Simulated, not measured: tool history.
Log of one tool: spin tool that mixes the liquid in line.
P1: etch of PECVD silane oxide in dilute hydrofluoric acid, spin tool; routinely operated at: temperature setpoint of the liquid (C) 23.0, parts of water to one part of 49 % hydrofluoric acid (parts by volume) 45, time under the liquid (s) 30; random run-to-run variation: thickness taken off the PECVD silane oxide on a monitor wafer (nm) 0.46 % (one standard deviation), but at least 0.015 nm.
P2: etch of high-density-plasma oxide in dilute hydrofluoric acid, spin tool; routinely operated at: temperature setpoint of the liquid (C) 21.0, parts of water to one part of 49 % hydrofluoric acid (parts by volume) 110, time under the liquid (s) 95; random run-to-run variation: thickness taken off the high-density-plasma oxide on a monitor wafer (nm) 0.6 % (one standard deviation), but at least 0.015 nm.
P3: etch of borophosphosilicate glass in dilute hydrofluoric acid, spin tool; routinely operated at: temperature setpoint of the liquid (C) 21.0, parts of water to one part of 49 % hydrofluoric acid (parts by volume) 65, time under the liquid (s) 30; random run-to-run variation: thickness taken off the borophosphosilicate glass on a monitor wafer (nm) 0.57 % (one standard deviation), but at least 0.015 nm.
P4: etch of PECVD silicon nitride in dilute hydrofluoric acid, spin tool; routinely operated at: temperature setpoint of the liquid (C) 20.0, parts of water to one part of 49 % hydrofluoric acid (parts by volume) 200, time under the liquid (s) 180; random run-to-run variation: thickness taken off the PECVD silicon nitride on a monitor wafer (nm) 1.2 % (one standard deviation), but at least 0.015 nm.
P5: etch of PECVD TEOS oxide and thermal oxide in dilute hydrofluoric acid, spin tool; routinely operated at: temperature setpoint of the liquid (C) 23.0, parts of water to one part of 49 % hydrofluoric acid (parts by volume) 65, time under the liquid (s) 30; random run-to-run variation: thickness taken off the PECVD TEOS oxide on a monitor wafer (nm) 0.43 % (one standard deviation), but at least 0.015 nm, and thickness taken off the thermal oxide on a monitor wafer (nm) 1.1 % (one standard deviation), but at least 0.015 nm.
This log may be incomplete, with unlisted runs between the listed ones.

run	hour	process that ran	temperature setpoint of the liquid (C)	parts of water to one part of 49 % hydrofluoric acid (parts by volume)	time under the liquid (s)	thickness taken off the PECVD silane oxide on a monitor wafer (nm)	thickness taken off the borophosphosilicate glass on a monitor wafer (nm)	thickness taken off the high-density-plasma oxide on a monitor wafer (nm)	thickness taken off the PECVD TEOS oxide on a monitor wafer (nm)	thickness taken off the thermal oxide on a monitor wafer (nm)	thickness taken off the PECVD silicon nitride on a monitor wafer (nm)
1	4.7	P1	23.0	45	30	33.217					
2	9.8	P1	23.0	65	30	22.228					
3	13.0	P3	28.0	65	30		49.530				
4	17.8	P2	21.0	110	95			4.4335			
5	21.6	P1	23.0	20	50	127.610					
6	27.0	P5	19.5	65	30				7.8966	1.8569	
7	31.1	P1	23.0	45	30	32.684					
8	35.5	P4	20.0	200	180						2.2022
9	41.3	P3	21.0	25	30		101.600				
10	45.4	P2	28.0	110	95			5.9015			
11	48.0	P1	23.0	45	15	16.482					
# hour 49.5: hydrofluoric acid flow meter replaced
12	52.7	P5	23.0	65	30				9.0742	2.2378	
13	57.9	P5	23.0	110	30				5.0676	1.2045	
14	63.3	P2	21.0	190	95			2.4039			
15	67.5	P4	20.0	200	100						1.2421
16	70.5	P3	21.0	65	60		74.469				
17	74.5	P4	20.0	200	180						2.1997
18	77.8	P1	23.0	45	30	32.995					
19	82.0	P4	20.0	320	180						1.3489
20	84.8	P5	23.0	65	30				9.0869	2.1935	
21	88.6	P1	17.0	45	30	25.474					
22	93.1	P2	21.0	110	95			4.4174			
23	96.4	P1	23.0	45	55	60.857					
24	102.0	P1	23.0	45	30	33.147					
25	105.0	P1	27.5	45	30	39.364					
26	110.5	P1	23.0	25	30	61.193					
27	113.9	P2	21.0	110	155			7.2044			
28	117.1	P5	23.0	65	15				4.5401	1.1095	
29	120.2	P4	17.0	200	180						1.8222
30	125.7	P3	21.0	65	30		37.516				
31	130.7	P1	23.0	45	30	32.745					
32	135.4	P1	23.0	45	30	33.922					
33	139.3	P1	23.0	45	30	34.391					
34	144.5	P1	23.0	45	30	35.092					
35	149.7	P1	23.0	45	30	35.151					
36	154.7	P1	23.0	45	30	35.288					
37	159.1	P1	23.0	45	30	35.170					
38	162.6	P1	23.0	45	30	35.651					
39	167.0	P1	23.0	45	30	35.857					
40	171.9	P1	23.0	45	30	35.446					

Compared with where it was, what P1 gives has crept away. Each cause listed below fits the log as well as the rest, at the size given for it:
A: hydrofluoric acid flow above the setpoint (%) = 7.69
B: liquid hotter than its thermometer reads (K) = 1.9
The onset of the drift is placed at about hour 130.7.

The list below offers 4 check runs, each averaging the results of 5 wafers, and shows each result as a question mark. For which of them would the listed causes give clearly different results?
check 1	176.8	P5	23.0	65	30				?	?	
check 2	176.8	P2	21.0	110	95			?			
check 3	176.8	P4	20.0	200	180						?
check 4	176.8	P3	21.0	65	30		?				

If the cause were each of the candidates in turn, the checks would give the following:
check	result	if A	if B
check 1	thickness taken off the PECVD TEOS oxide on a monitor wafer (nm)	9.8490	9.8229
check 1	thickness taken off the thermal oxide on a monitor wafer (nm)	2.3854	2.3791
check 2	thickness taken off the high-density-plasma oxide on a monitor wafer (nm)	4.8027	4.7703
check 3	thickness taken off the PECVD silicon nitride on a monitor wafer (nm)	2.3778	2.5037
check 4	thickness taken off the borophosphosilicate glass on a monitor wafer (nm)	40.364	40.320
How far apart the two closest causes lie, in the result that separates them most: check 1 0.26 %; check 2 0.68 %; check 3 5.16 %; check 4 0.11 %
The other checks would show nearly matching results whichever cause is true, so check 3 is the only one that separates the causes.

Here is what check 3 returned: thickness taken off the PECVD silicon nitride on a monitor wafer (nm) 2.3783. Which cause is it?

Of the candidate causes, it is A: hydrofluoric acid flow above the setpoint (%).
